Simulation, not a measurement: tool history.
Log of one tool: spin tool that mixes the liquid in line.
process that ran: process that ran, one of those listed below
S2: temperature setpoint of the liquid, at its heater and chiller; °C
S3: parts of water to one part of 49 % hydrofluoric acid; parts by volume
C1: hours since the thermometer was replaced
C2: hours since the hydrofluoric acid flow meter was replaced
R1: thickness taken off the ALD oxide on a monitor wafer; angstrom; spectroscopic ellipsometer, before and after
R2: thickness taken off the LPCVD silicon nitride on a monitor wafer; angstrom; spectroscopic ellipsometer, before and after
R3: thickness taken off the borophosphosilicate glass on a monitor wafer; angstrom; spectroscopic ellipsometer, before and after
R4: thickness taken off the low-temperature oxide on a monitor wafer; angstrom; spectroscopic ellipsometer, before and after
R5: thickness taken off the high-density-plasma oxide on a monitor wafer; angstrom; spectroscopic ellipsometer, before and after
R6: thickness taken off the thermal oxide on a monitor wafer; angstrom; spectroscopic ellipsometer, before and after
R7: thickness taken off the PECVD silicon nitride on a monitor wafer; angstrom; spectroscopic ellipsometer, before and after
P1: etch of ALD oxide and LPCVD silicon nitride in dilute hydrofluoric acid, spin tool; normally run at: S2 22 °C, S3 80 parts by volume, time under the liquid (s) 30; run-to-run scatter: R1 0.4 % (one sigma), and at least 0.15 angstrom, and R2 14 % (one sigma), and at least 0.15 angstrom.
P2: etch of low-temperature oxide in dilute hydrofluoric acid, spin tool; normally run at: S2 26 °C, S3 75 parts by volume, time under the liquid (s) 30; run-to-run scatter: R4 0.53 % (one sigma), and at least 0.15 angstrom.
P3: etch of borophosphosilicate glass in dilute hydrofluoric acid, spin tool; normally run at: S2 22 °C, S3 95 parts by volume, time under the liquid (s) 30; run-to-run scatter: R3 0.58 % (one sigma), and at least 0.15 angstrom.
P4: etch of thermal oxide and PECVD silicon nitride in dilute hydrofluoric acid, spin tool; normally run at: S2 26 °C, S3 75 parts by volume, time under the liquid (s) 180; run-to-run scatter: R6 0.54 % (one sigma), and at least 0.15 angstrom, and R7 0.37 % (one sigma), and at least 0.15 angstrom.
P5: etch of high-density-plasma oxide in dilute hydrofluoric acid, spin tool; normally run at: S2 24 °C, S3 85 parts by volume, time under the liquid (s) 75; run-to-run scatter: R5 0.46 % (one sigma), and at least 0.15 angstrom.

{"run": 1, "hour": 4.3, "process that ran": "P1", "S2": 22, "S3": 80, "time under the liquid (s)": 30, "C1": 339.8, "C2": 1659.1, "R1": 93.784, "R2": 1.2894}
{"run": 2, "hour": 8.6, "process that ran": "P1", "S2": 22, "S3": 80, "time under the liquid (s)": 15, "C1": 344.1, "C2": 1663.4, "R1": 46.564, "R2": 1.0051}
{"run": 3, "hour": 11.7, "process that ran": "P3", "S2": 22, "S3": 95, "time under the liquid (s)": 30, "C1": 347.2, "C2": 1666.5, "R3": 249.41}
{"run": 4, "hour": 14.4, "process that ran": "P2", "S2": 33, "S3": 75, "time under the liquid (s)": 30, "C1": 349.9, "C2": 1669.2, "R4": 133.29}
{"run": 5, "hour": 18.6, "process that ran": "P5", "S2": 29.5, "S3": 85, "time under the liquid (s)": 75, "C1": 354.1, "C2": 1673.4, "R5": 76.905}
{"run": 6, "hour": 22.0, "process that ran": "P4", "S2": 32, "S3": 75, "time under the liquid (s)": 180, "C1": 357.5, "C2": 1676.8, "R6": 162.58, "R7": 150.6}
{"run": 7, "hour": 24.3, "process that ran": "P1", "S2": 28, "S3": 125, "time under the liquid (s)": 30, "C1": 359.8, "C2": 1679.1, "R1": 71.35, "R2": 1.4345}
{"run": 8, "hour": 27.0, "process that ran": "P1", "S2": 22, "S3": 80, "time under the liquid (s)": 30, "C1": 362.5, "C2": 1681.8, "R1": 93.367, "R2": 0.77026}
{"run": 9, "hour": 29.0, "process that ran": "P5", "S2": 24, "S3": 85, "time under the liquid (s)": 75, "C1": 364.5, "C2": 1683.8, "R5": 61.33}
{"run": 10, "hour": 33.2, "process that ran": "P1", "S2": 22, "S3": 80, "time under the liquid (s)": 30, "C1": 368.7, "C2": 1688, "R1": 93.091, "R2": 1.33}
{"run": 11, "hour": 36.0, "process that ran": "P2", "S2": 26, "S3": 75, "time under the liquid (s)": 30, "C1": 371.5, "C2": 1690.8, "R4": 102.56}
{"run": 12, "hour": 38.3, "process that ran": "P1", "S2": 22, "S3": 125, "time under the liquid (s)": 30, "C1": 373.8, "C2": 1693.1, "R1": 56.661, "R2": 1.0807}
{"run": 13, "hour": 41.6, "process that ran": "P1", "S2": 22, "S3": 80, "time under the liquid (s)": 50, "C1": 377.1, "C2": 1696.4, "R1": 155.7, "R2": 2.4742}
{"run": 14, "hour": 45.6, "process that ran": "P1", "S2": 22, "S3": 80, "time under the liquid (s)": 30, "C1": 381.1, "C2": 1700.4, "R1": 93.209, "R2": 1.5911}
{"run": 15, "hour": 47.7, "process that ran": "P4", "S2": 26, "S3": 75, "time under the liquid (s)": 20, "C1": 383.2, "C2": 1702.5, "R6": 14.154, "R7": 11.166}
{"run": 16, "hour": 51.2, "process that ran": "P1", "S2": 17, "S3": 80, "time under the liquid (s)": 30, "C1": 386.7, "C2": 1706, "R1": 75.581, "R2": 1.1947}
{"run": 17, "hour": 55.2, "process that ran": "P4", "S2": 26, "S3": 115, "time under the liquid (s)": 180, "C1": 390.7, "C2": 1710, "R6": 79.382, "R7": 68.113}
{"run": 18, "hour": 59.8, "process that ran": "P1", "S2": 29, "S3": 80, "time under the liquid (s)": 30, "C1": 395.3, "C2": 1714.6, "R1": 124.06, "R2": 2.4292}
{"run": 19, "hour": 63.2, "process that ran": "P5", "S2": 24, "S3": 85, "time under the liquid (s)": 135, "C1": 398.7, "C2": 1718, "R5": 110.93}
{"run": 20, "hour": 67.4, "process that ran": "P1", "S2": 22, "S3": 80, "time under the liquid (s)": 30, "C1": 402.9, "C2": 1722.2, "R1": 93.559, "R2": 0.94737}
{"run": 21, "hour": 71.2, "process that ran": "P1", "S2": 22, "S3": 130, "time under the liquid (s)": 15, "C1": 406.7, "C2": 1726, "R1": 27.017, "R2": 0.37029}
{"run": 22, "hour": 75.2, "process that ran": "P1", "S2": 22, "S3": 50, "time under the liquid (s)": 30, "C1": 410.7, "C2": 1730, "R1": 154.77, "R2": 2.2341}
{"run": 23, "hour": 77.8, "process that ran": "P3", "S2": 22, "S3": 95, "time under the liquid (s)": 15, "C1": 413.3, "C2": 1732.6, "R3": 123.9}
{"run": 24, "hour": 81.7, "process that ran": "P5", "S2": 24, "S3": 55, "time under the liquid (s)": 75, "C1": 417.2, "C2": 1736.5, "R5": 99.296}
{"run": 25, "hour": 86.1, "process that ran": "P4", "S2": 26, "S3": 75, "time under the liquid (s)": 180, "C1": 421.6, "C2": 1740.9, "R6": 129.04, "R7": 103.33}
{"run": 26, "hour": 89.8, "process that ran": "P3", "S2": 27, "S3": 95, "time under the liquid (s)": 30, "C1": 425.3, "C2": 1744.6, "R3": 308.15}
{"run": 27, "hour": 93.6, "process that ran": "P3", "S2": 22, "S3": 150, "time under the liquid (s)": 30, "C1": 429.1, "C2": 1748.4, "R3": 147.39}
{"run": 28, "hour": 98.1, "process that ran": "P1", "S2": 22, "S3": 40, "time under the liquid (s)": 15, "C1": 433.6, "C2": 1752.9, "R1": 98.093, "R2": 1.7254}
{"run": 29, "hour": 100.4, "process that ran": "P2", "S2": 26, "S3": 35, "time under the liquid (s)": 30, "C1": 435.9, "C2": 1755.2, "R4": 230.19}
{"run": 30, "hour": 103.2, "process that ran": "P2", "S2": 26, "S3": 75, "time under the liquid (s)": 55, "C1": 438.7, "C2": 1758, "R4": 185.94}
{"run": 31, "hour": 106.6, "process that ran": "P1", "S2": 22, "S3": 80, "time under the liquid (s)": 30, "C1": 442.1, "C2": 1761.4, "R1": 93.364, "R2": 1.5813}
{"run": 32, "hour": 111.0, "process that ran": "P1", "S2": 22, "S3": 80, "time under the liquid (s)": 30, "C1": 446.5, "C2": 1765.8, "R1": 93.922, "R2": 1.6294}
{"run": 33, "hour": 113.7, "process that ran": "P1", "S2": 22, "S3": 80, "time under the liquid (s)": 30, "C1": 449.2, "C2": 1768.5, "R1": 91.616, "R2": 1.4475}
{"run": 34, "hour": 117.5, "process that ran": "P1", "S2": 22, "S3": 80, "time under the liquid (s)": 30, "C1": 453, "C2": 1772.3, "R1": 90.047, "R2": 1.4132}
{"run": 35, "hour": 121.4, "process that ran": "P1", "S2": 22, "S3": 80, "time under the liquid (s)": 30, "C1": 456.9, "C2": 1776.2, "R1": 88.413, "R2": 1.4854}
{"run": 36, "hour": 125.5, "process that ran": "P1", "S2": 22, "S3": 80, "time under the liquid (s)": 30, "C1": 461, "C2": 1780.3, "R1": 87.565, "R2": 1.5364}
{"run": 37, "hour": 130.0, "process that ran": "P1", "S2": 22, "S3": 80, "time under the liquid (s)": 30, "C1": 465.5, "C2": 1784.8, "R1": 88.186, "R2": 1.6048}
{"run": 38, "hour": 133.0, "process that ran": "P1", "S2": 22, "S3": 80, "time under the liquid (s)": 30, "C1": 468.5, "C2": 1787.8, "R1": 87.252, "R2": 0.91336}
{"run": 39, "hour": 135.9, "process that ran": "P1", "S2": 22, "S3": 80, "time under the liquid (s)": 30, "C1": 471.4, "C2": 1790.7, "R1": 88.29, "R2": 1.1766}
{"run": 40, "hour": 139.2, "process that ran": "P1", "S2": 22, "S3": 80, "time under the liquid (s)": 30, "C1": 474.7, "C2": 1794, "R1": 87.085, "R2": 1.4658}
{"run": 41, "hour": 141.6, "process that ran": "P1", "S2": 22, "S3": 80, "time under the liquid (s)": 30, "C1": 477.1, "C2": 1796.4, "R1": 86.892, "R2": 1.4243}

What P1 gives has crept away from where it was. These 2 causes fit the log equally well, each at the size given:
A: hydrofluoric acid flow below the setpoint (%) = 5.99
B: liquid colder than its thermometer reads (K) = 1.65
The creep began at about hour 111.

4 check runs are offered, one wafer each, their results left as question marks. Which one tells the causes apart?
{"run": "check 1", "hour": 144.0, "process that ran": "P3", "S2": 22, "S3": 95, "time under the liquid (s)": 30, "R3": "?"}
{"run": "check 2", "hour": 144.0, "process that ran": "P5", "S2": 24, "S3": 85, "time under the liquid (s)": 75, "R5": "?"}
{"run": "check 3", "hour": 144.0, "process that ran": "P2", "S2": 26, "S3": 75, "time under the liquid (s)": 30, "R4": "?"}
{"run": "check 4", "hour": 144.0, "process that ran": "P4", "S2": 26, "S3": 75, "time under the liquid (s)": 180, "R6": "?", "R7": "?"}

What each check would give under each cause:
check=check_1 result=R3 if_A=232.91 if_B=233.27
check=check_2 result=R5 if_A=57.649 if_B=57.766
check=check_3 result=R4 if_A=95.081 if_B=95.294
check=check_4 result=R6 if_A=120.2 if_B=120.47
check=check_4 result=R7 if_A=97.174 if_B=92.637
How far apart the two closest causes lie, in the result that separates them most: check 1 0.16 %; check 2 0.2 %; check 3 0.22 %; check 4 4.78 %
Check 4 tells the causes apart: in the others they would give nearly the same result.

Then check 4 was run and gave: R6 120.29 angstrom; R7 97.186 angstrom. Which cause is it?

It is A: hydrofluoric acid flow below the setpoint (%).
